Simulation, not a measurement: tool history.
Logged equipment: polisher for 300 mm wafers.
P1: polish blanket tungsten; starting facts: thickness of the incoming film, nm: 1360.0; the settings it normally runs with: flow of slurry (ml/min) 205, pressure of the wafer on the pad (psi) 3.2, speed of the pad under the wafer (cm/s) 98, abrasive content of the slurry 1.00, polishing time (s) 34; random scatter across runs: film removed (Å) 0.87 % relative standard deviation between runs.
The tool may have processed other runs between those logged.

run,hour,flow of slurry (ml/min),pressure of the wafer on the pad (psi),speed of the pad under the wafer (cm/s),abrasive content of the slurry,polishing time (s),film removed (Å)
1,3.2,205,3.2,98,1.00,34,1653.80
2,8.1,205,3.2,98,1.00,53,2593.10
3,12.4,270,3.2,98,1.00,34,1707.40
4,15.8,125,3.2,98,1.00,34,1511.00
5,19.9,205,1.8,68,1.00,34,636.95
6,23.1,205,2.2,98,1.00,34,1147.20
# hour 27.0: slurry blender recalibrated
7,27.3,205,3.2,54,1.00,34,911.50
8,31.0,205,3.2,98,1.00,34,1646.00
9,36.8,205,3.2,98,1.45,34,1809.60
10,41.2,205,3.2,154,1.00,34,2614.80
11,46.1,205,3.2,98,1.00,34,1639.40
12,50.3,205,3.2,98,1.00,34,1644.40
13,56.2,205,3.2,72,1.00,48,1708.30
14,61.9,205,4.6,98,1.00,34,2391.50
15,67.4,205,3.2,98,1.00,24,1163.10
16,71.8,205,3.2,58,1.00,19,541.10
17,78.3,205,3.2,98,0.55,34,1416.20
18,83.7,205,3.2,98,1.00,34,1643.40
19,87.7,205,3.2,98,1.00,34,1612.00
20,94.2,205,3.2,98,1.00,34,1567.90
21,98.1,205,3.2,98,1.00,34,1527.60
# hour 99.1: head pressure recalibrated
# hour 101.8: worn pad replaced by a new one
22,103.8,205,3.2,98,1.00,34,1552.90
# hour 104.0: slurry blender recalibrated
23,107.6,205,3.2,98,1.00,34,1534.40
24,112.3,205,3.2,98,1.00,34,1521.00

Something has made what P1 gives creep away from where it was; the 2 causes below, each at its own stated size, fit the log equally well:
A: peroxide lost from the slurry, % = 17
B: slurry flow missing at the pad, % = 36.2
The gradual shift began around hour 83.7.
Each remaining cause and why it is not a fit:
removal rate lost through wear of the pad, %: serviced at hour 101.8, after the change had begun; the process did not return to its earlier output
head's pressure below its setpoint, %: serviced at hour 99.1, after the change had begun; the process did not return to its earlier output
abrasive missing from the slurry, %: serviced at hour 104.0, after the change had begun; the process did not return to its earlier output

Which of the 4 check runs listed below, each an average over 5 wafers with its results shown as question marks, gives clearly different results under the different listed causes?
check 1,117.0,205,3.2,120,0.60,34,?
check 2,117.0,135,3.2,98,1.45,34,?
check 3,117.0,205,3.2,98,1.35,43,?
check 4,117.0,205,3.2,146,1.00,34,?

How each check would come out, cause by cause:
check,result,if A,if B
check 1,film removed (Å),1668.40,1668.60
check 2,film removed (Å),1569.10,1517.90
check 3,film removed (Å),2083.20,2083.50
check 4,film removed (Å),2283.50,2283.80
Minimum pairwise separation of causes per check, each pair taken at its best-separating result: check 1 0.01 %; check 2 3.32 %; check 3 0.01 %; check 4 0.01 %
The other checks would show nearly matching results whichever cause is true, so check 2 is the only one that separates the causes.

Running check 2 produced the following: film removed (Å) 1529.00. Which one of the listed causes fits?

It was cause B: slurry flow missing at the pad, %.
